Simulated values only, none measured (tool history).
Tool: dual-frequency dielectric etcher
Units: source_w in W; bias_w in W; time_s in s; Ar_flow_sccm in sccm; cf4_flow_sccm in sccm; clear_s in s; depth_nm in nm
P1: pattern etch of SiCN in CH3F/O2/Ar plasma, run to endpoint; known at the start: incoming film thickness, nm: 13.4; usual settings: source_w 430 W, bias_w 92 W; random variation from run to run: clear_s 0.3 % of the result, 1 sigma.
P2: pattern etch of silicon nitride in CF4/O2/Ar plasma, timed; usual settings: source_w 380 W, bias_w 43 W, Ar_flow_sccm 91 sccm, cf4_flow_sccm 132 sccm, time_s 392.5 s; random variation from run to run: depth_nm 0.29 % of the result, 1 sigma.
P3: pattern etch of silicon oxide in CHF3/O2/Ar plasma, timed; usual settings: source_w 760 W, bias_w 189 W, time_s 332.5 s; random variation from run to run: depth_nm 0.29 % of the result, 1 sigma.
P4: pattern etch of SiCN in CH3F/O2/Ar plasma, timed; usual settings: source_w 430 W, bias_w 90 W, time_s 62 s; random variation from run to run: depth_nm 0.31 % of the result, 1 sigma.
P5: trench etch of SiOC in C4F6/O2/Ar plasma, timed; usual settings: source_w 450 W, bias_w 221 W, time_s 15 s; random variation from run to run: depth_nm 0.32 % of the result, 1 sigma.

| run | hour | process | source_w | bias_w | time_s | Ar_flow_sccm | cf4_flow_sccm | hours since the last wet clean | hours since the last source power generator calibration | hours since the last bias power generator calibration | clear_s | depth_nm |
|---|---|---|---|---|---|---|---|---|---|---|---|---|
| 1 | 18.3 | P1 | 430 | 92 |  |  |  | 359.7 | 3800 | 1224.5 | 32.27 |  |
| 2 | 26.3 | P1 | 430 | 92 |  |  |  | 367.7 | 3808 | 1232.5 | 32.442 |  |
| 3 | 38.3 | P1 | 430 | 69 |  |  |  | 379.7 | 3820 | 1244.5 | 35.879 |  |
| 4 | 47.2 | P3 | 450 | 189 | 332.5 |  |  | 388.6 | 3828.9 | 1253.4 |  | 612.25 |
| 5 | 56 | P1 | 430 | 118 |  |  |  | 397.4 | 3837.7 | 1262.2 | 29.439 |  |
| 6 | 70.8 | P1 | 430 | 92 |  |  |  | 412.2 | 3852.5 | 1277 | 32.23 |  |
| 7 | 85.3 | P2 | 380 | 43 | 392.5 | 91 | 132 | 426.7 | 3867 | 1291.5 |  | 573.67 |
| 8 | 98.6 | P1 | 430 | 92 |  |  |  | 440 | 3880.3 | 1304.8 | 32.396 |  |
| 9 | 110.9 | P1 | 350 | 62 |  |  |  | 452.3 | 3892.6 | 1317.1 | 40.1 |  |
| 10 | 119.8 | P4 | 430 | 90 | 62 |  |  | 461.2 | 3901.5 | 1326 |  | 26.947 |
| 11 | 132.6 | P5 | 450 | 221 | 15 |  |  | 474 | 3914.3 | 1338.8 |  | 34.311 |
| 12 | 140.9 | P1 | 430 | 92 |  |  |  | 482.3 | 3922.6 | 1347.1 | 32.216 |  |
| 13 | 155.8 | P5 | 620 | 221 | 15 |  |  | 497.2 | 3937.5 | 1362 |  | 38.338 |
| 14 | 171.8 | P2 | 380 | 43 | 392.5 | 59 | 132 | 513.2 | 3953.5 | 1378 |  | 594.16 |
| 15 | 187.5 | P4 | 430 | 68 | 62 |  |  | 528.9 | 3969.2 | 1393.7 |  | 24.295 |
| 16 | 202.4 | P2 | 380 | 43 | 392.5 | 91 | 132 | 543.8 | 3984.1 | 1408.6 |  | 570.39 |
| 17 | 219.5 | P2 | 380 | 43 | 392.5 | 91 | 170 | 560.9 | 4001.2 | 1425.7 |  | 585.76 |
| 18 | 230.4 | P3 | 760 | 225 | 332.5 |  |  | 571.8 | 4012.1 | 1436.6 |  | 791.79 |
| 19 | 248.2 | P3 | 760 | 189 | 423.5 |  |  | 589.6 | 4029.9 | 1454.4 |  | 950.79 |
| 20 | 264.5 | P2 | 380 | 43 | 294.5 | 91 | 132 | 605.9 | 4046.2 | 1470.7 |  | 428.32 |
| 21 | 275.4 | P4 | 430 | 90 | 39 |  |  | 616.8 | 4057.1 | 1481.6 |  | 16.936 |
| 22 | 289.7 | P1 | 580 | 92 |  |  |  | 631.1 | 4071.4 | 1495.9 | 28.885 |  |
| 23 | 300.8 | P4 | 580 | 90 | 62 |  |  | 642.2 | 4082.5 | 1507 |  | 29.811 |
| 24 | 311.6 | P2 | 380 | 30 | 392.5 | 91 | 132 | 653 | 4093.3 | 1517.8 |  | 506.82 |
| 25 | 322.2 | P1 | 520 | 56 |  |  |  | 663.6 | 4103.9 | 1528.4 | 35.728 |  |
|  | 331.1 | source power generator calibrated |
| 26 | 339.3 | P1 | 300 | 92 |  |  |  | 680.7 | 8.3 | 1545.5 | 36.751 |  |
| 27 | 349.3 | P3 | 760 | 189 | 332.5 |  |  | 690.7 | 18.3 | 1555.5 |  | 744.88 |
| 28 | 359.3 | P5 | 450 | 158 | 15 |  |  | 700.7 | 28.3 | 1565.5 |  | 30.653 |
| 29 | 372.2 | P1 | 430 | 92 |  |  |  | 713.6 | 41.2 | 1578.4 | 32.43 |  |
| 30 | 384.7 | P2 | 510 | 43 | 392.5 | 91 | 132 | 726.1 | 53.7 | 1590.9 |  | 741.01 |
| 31 | 397.7 | P1 | 430 | 92 |  |  |  | 739.1 | 66.7 | 1603.9 | 32.245 |  |
| 32 | 410.1 | P5 | 450 | 221 | 18.5 |  |  | 751.5 | 79.1 | 1616.3 |  | 42.108 |
| 33 | 423.8 | P1 | 430 | 92 |  |  |  | 765.2 | 92.8 | 1630 | 32.479 |  |
| 34 | 432.5 | P1 | 430 | 92 |  |  |  | 773.9 | 101.5 | 1638.7 | 32.451 |  |
| 35 | 450 | P1 | 430 | 92 |  |  |  | 791.4 | 119 | 1656.2 | 32.649 |  |
| 36 | 463.1 | P1 | 430 | 92 |  |  |  | 804.5 | 132.1 | 1669.3 | 32.609 |  |
| 37 | 477 | P1 | 430 | 92 |  |  |  | 818.4 | 146 | 1683.2 | 33.04 |  |
| 38 | 486.2 | P1 | 430 | 92 |  |  |  | 827.6 | 155.2 | 1692.4 | 32.876 |  |
|  | 491.1 | wet clean of the chamber |
| 39 | 500.5 | P1 | 430 | 92 |  |  |  | 9.4 | 169.5 | 1706.7 | 33.105 |  |
| 40 | 518.4 | P1 | 430 | 92 |  |  |  | 27.3 | 187.4 | 1724.6 | 32.919 |  |
| 41 | 530.8 | P1 | 430 | 92 |  |  |  | 39.7 | 199.8 | 1737 | 33.084 |  |

What P1 gives has crept away from where it was. These 2 causes fit the log equally well, each at the size given:
A: bias power that arrives under what is set, % = 4.86
B: source power that arrives under what is set, % = 4.82
The creep began at about hour 423.8.
Why every other cause is out:
chamber walls in a state that lowers the etch rate, %: serviced at hour 491.1, which brought nothing back

4 check runs are offered, one wafer each, their results left as question marks. Which one tells the causes apart?
| check 1 | 543.2 | P4 | 430 | 90 | 62 |  |  |  |  |  |  | ? |
| check 2 | 543.2 | P3 | 760 | 189 | 332.5 |  |  |  |  |  |  | ? |
| check 3 | 543.2 | P5 | 450 | 221 | 15 |  |  |  |  |  |  | ? |
| check 4 | 543.2 | P2 | 380 | 43 | 392.5 | 91 | 132 |  |  |  |  | ? |

What each check would give under each cause:
| check | result | if A | if B |
|---|---|---|---|
| check 1 | depth_nm | 26.347 | 26.345 |
| check 2 | depth_nm | 733.02 | 731.28 |
| check 3 | depth_nm | 33.568 | 33.475 |
| check 4 | depth_nm | 561.96 | 547.64 |
How far apart the two closest causes lie, in the result that separates them most: check 1 0.01 %; check 2 0.24 %; check 3 0.28 %; check 4 2.58 %
Check 4 tells the causes apart: in the others they would give nearly the same result.

Check 4 was then run and gave: depth_nm 562.8 nm. Which cause is it?

It is A: bias power that arrives under what is set, %.

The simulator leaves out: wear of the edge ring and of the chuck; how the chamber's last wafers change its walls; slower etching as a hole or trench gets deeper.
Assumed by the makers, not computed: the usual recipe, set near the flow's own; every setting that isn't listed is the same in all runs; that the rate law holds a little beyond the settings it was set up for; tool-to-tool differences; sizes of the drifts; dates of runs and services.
